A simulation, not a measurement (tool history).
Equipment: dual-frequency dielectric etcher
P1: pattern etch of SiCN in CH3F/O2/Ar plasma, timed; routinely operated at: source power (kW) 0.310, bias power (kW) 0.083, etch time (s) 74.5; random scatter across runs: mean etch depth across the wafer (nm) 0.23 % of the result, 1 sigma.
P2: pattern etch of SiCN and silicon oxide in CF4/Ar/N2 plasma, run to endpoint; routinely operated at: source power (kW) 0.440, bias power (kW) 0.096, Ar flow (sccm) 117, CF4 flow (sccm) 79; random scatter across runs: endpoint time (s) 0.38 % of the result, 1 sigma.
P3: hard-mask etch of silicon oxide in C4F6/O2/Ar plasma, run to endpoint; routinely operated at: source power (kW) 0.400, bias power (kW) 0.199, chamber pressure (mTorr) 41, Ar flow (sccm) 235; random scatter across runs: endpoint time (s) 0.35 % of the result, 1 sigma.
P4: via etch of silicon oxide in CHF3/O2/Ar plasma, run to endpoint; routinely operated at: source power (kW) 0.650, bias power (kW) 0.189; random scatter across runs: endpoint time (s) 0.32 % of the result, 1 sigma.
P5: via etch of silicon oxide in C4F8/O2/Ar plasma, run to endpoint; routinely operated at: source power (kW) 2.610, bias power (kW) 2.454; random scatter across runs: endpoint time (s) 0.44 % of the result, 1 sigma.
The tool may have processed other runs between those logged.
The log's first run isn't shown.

run,day,process that ran,source power (kW),bias power (kW),etch time (s),Ar flow (sccm),CF4 flow (sccm),chamber pressure (mTorr),mean etch depth across the wafer (nm),endpoint time (s)
2,0.567,P5,1.950,2.454,,,,,,420.150
3,1.000,P1,0.310,0.051,74.5,,,,23.029,
4,1.242,P1,0.220,0.083,105.5,,,,34.182,
5,1.462,P1,0.310,0.083,42.0,,,,15.360,
6,1.654,P1,0.310,0.083,74.5,,,,27.267,
7,2.004,P4,0.520,0.189,,,,,,240.930
8,2.250,P2,0.270,0.096,,117,79,,,21.732
9,2.558,P1,0.420,0.100,74.5,,,,32.685,
10,2.996,P1,0.370,0.083,55.0,,,,21.526,
11,3.304,P5,2.610,2.454,,,,,,372.600
12,3.508,P3,0.260,0.199,,235,,41,,66.048
13,3.925,P2,0.440,0.125,,117,79,,,12.910
14,4.117,P1,0.220,0.083,74.5,,,,24.092,
15,4.446,P4,0.650,0.189,,,,,,220.130
16,4.875,P1,0.310,0.116,74.5,,,,31.032,
17,5.292,P3,0.400,0.277,,235,,41,,50.240
18,5.504,P1,0.310,0.083,74.5,,,,27.373,
19,5.717,P2,0.440,0.096,,117,49,,,15.224
20,5.979,P1,0.310,0.083,109.5,,,,40.076,
21,6.379,P1,0.390,0.083,74.5,,,,29.679,
22,6.688,P2,0.440,0.096,,82,79,,,13.683
23,6.879,P4,0.650,0.131,,,,,,247.160

For run 24, what comes out?
24,7.238,P2,0.440,0.096,,117,79,,,?

Run 24 gave endpoint time (s) 14.165.

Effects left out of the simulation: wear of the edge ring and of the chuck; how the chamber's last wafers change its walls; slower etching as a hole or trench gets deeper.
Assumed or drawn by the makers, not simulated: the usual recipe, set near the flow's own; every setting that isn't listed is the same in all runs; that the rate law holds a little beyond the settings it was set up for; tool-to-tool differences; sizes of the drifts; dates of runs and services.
